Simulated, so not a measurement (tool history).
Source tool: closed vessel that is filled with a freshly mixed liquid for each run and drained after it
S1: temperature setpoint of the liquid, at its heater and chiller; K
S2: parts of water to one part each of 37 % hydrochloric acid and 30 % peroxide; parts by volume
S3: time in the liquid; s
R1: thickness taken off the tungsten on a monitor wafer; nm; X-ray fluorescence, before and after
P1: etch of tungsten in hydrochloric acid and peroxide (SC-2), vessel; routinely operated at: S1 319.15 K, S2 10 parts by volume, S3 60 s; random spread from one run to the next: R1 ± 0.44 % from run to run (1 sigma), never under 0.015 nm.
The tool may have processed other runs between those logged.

run,day,S1,S2,S3,R1
1,0.35,319.15,10,60,6.4503
2,0.625,319.15,10,60,6.4715
3,0.8,319.15,10,30,3.265
4,1.142,319.15,10,60,6.4629
5,1.512,319.15,4,60,13.025
6,1.7,308.65,10,90,4.6532
7,2.008,319.15,10,60,6.51
8,2.208,319.15,17.5,60,4.0006
9,2.504,333.15,10,60,16.129
10,2.775,308.15,10,60,2.9581
11,3.067,319.15,10,105,11.395
12,3.258,319.15,10,60,6.4704
13,3.533,319.15,10,60,6.6535
14,3.821,319.15,10,60,6.7853
15,3.988,319.15,10,60,6.8474
16,4.271,319.15,10,60,6.9295
17,4.612,319.15,10,60,7.0254
18,4.808,319.15,10,60,7.0097
19,5.188,319.15,10,60,7.0719
20,5.429,319.15,10,60,7.0307
21,5.742,319.15,10,60,7.0697
22,6.092,319.15,10,60,7.0484

Something has made what P1 gives creep away from where it was; the 2 causes below, each at its own stated size, fit the log equally well:
A: chemicals flow above the setpoint (%) = 10.8
B: liquid hotter than its thermometer reads (K) = 1.25
The gradual shift began around day 3.258.
Each remaining cause and why it is not a fit:
peroxide weaker than its label (%): at most 8, giving a -7.4 % change in R1: too small, or against the direction of the creep

Of the 4 check runs below, each run on 3 wafers with the results averaged and each result still a question mark, which one would tell the listed causes apart?
check 1,6.442,308.15,4,60,?
check 2,6.442,319.15,7,30,?
check 3,6.442,326.65,10,30,?
check 4,6.442,319.15,15,30,?

Predicted outcomes, by check and by cause:
check,result,if A,if B
check 1,R1,6.3482,6.5029
check 2,R1,4.6642,4.6938
check 3,R1,5.8072,5.787
check 4,R1,2.4969,2.4849
Minimum pairwise separation of causes per check, each pair taken at its best-separating result: check 1 2.41 %; check 2 0.63 %; check 3 0.35 %; check 4 0.48 %
Only check 1 tells the causes apart: in the others they would give nearly the same result.

With check 1 done, the readings were: R1 6.4967 nm. Identify which of the listed causes applies.

The correct cause is B, namely: liquid hotter than its thermometer reads (K).
